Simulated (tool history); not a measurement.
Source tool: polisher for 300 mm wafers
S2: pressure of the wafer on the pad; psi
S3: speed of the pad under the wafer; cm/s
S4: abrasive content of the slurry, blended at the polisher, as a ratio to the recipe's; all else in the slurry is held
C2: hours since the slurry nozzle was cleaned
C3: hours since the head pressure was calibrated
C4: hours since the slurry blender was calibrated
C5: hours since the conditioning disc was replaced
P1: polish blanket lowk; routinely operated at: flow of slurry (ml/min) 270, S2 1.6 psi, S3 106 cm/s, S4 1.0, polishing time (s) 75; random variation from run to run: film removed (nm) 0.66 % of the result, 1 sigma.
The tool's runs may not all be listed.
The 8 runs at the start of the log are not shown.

{"run": 9, "day": 2.171, "flow of slurry (ml/min)": 270, "S2": 0.7, "S3": 106, "S4": 1.0, "polishing time (s)": 41, "wafers polished on this pad": 571, "C2": 456.6, "C3": 192.4, "C4": 96.5, "C5": 103.7, "film removed (nm)": 5.4184}
{"run": 10, "day": 2.417, "flow of slurry (ml/min)": 390, "S2": 1.6, "S3": 106, "S4": 1.0, "polishing time (s)": 75, "wafers polished on this pad": 619, "C2": 462.5, "C3": 198.3, "C4": 102.4, "C5": 109.6, "film removed (nm)": 23.067}
{"run": 11, "day": 2.708, "flow of slurry (ml/min)": 270, "S2": 1.6, "S3": 106, "S4": 1.0, "polishing time (s)": 75, "wafers polished on this pad": 675, "C2": 469.5, "C3": 205.3, "C4": 109.4, "C5": 116.6, "film removed (nm)": 22.624}
{"run": 12, "day": 2.992, "flow of slurry (ml/min)": 270, "S2": 1.6, "S3": 106, "S4": 1.0, "polishing time (s)": 75, "wafers polished on this pad": 730, "C2": 476.3, "C3": 212.1, "C4": 116.2, "C5": 123.4, "film removed (nm)": 22.493}
{"run": 13, "day": 3.217, "flow of slurry (ml/min)": 270, "S2": 1.6, "S3": 106, "S4": 1.0, "polishing time (s)": 75, "wafers polished on this pad": 773, "C2": 481.7, "C3": 217.5, "C4": 121.6, "C5": 128.8, "film removed (nm)": 22.579}
{"run": 14, "day": 3.454, "flow of slurry (ml/min)": 195, "S2": 2.1, "S3": 106, "S4": 1.0, "polishing time (s)": 75, "wafers polished on this pad": 819, "C2": 487.4, "C3": 223.2, "C4": 127.3, "C5": 134.5, "film removed (nm)": 28.954}
{"run": 15, "day": 3.775, "flow of slurry (ml/min)": 270, "S2": 1.6, "S3": 52, "S4": 1.0, "polishing time (s)": 75, "wafers polished on this pad": 881, "C2": 495.1, "C3": 230.9, "C4": 135.0, "C5": 142.2, "film removed (nm)": 12.77}
{"run": 16, "day": 3.942, "flow of slurry (ml/min)": 160, "S2": 1.6, "S3": 106, "S4": 1.0, "polishing time (s)": 75, "wafers polished on this pad": 913, "C2": 499.1, "C3": 234.9, "C4": 139.0, "C5": 146.2, "film removed (nm)": 21.152}
{"run": 17, "day": 4.283, "flow of slurry (ml/min)": 270, "S2": 1.6, "S3": 106, "S4": 1.0, "polishing time (s)": 75, "wafers polished on this pad": 979, "C2": 507.3, "C3": 243.1, "C4": 147.2, "C5": 154.4, "film removed (nm)": 22.432}
{"run": 18, "day": 4.458, "flow of slurry (ml/min)": 270, "S2": 1.6, "S3": 106, "S4": 1.0, "polishing time (s)": 75, "wafers polished on this pad": 1013, "C2": 511.5, "C3": 247.3, "C4": 151.4, "C5": 158.6, "film removed (nm)": 22.534}
{"run": 19, "day": 4.654, "flow of slurry (ml/min)": 165, "S2": 1.1, "S3": 106, "S4": 1.0, "polishing time (s)": 75, "wafers polished on this pad": 1051, "C2": 516.2, "C3": 252.0, "C4": 156.1, "C5": 163.3, "film removed (nm)": 14.489}
{"run": 20, "day": 4.917, "flow of slurry (ml/min)": 270, "S2": 1.6, "S3": 106, "S4": 1.0, "polishing time (s)": 117, "wafers polished on this pad": 1102, "C2": 522.5, "C3": 258.3, "C4": 162.4, "C5": 169.6, "film removed (nm)": 35.246}
{"run": 21, "day": 5.154, "flow of slurry (ml/min)": 270, "S2": 1.6, "S3": 106, "S4": 1.0, "polishing time (s)": 75, "wafers polished on this pad": 1148, "C2": 528.2, "C3": 264.0, "C4": 168.1, "C5": 175.3, "film removed (nm)": 22.233}
{"run": 22, "day": 5.408, "flow of slurry (ml/min)": 270, "S2": 1.6, "S3": 106, "S4": 1.0, "polishing time (s)": 75, "wafers polished on this pad": 1197, "C2": 534.3, "C3": 270.1, "C4": 174.2, "C5": 181.4, "film removed (nm)": 21.753}

For run 23, what comes out?
{"run": 23, "day": 5.571, "flow of slurry (ml/min)": 270, "S2": 1.6, "S3": 106, "S4": 1.0, "polishing time (s)": 75, "wafers polished on this pad": 1228, "C2": 538.2, "C3": 274.0, "C4": 178.1, "C5": 185.3, "film removed (nm)": "?"}

Run 23 came out at film removed (nm) 21.4480.
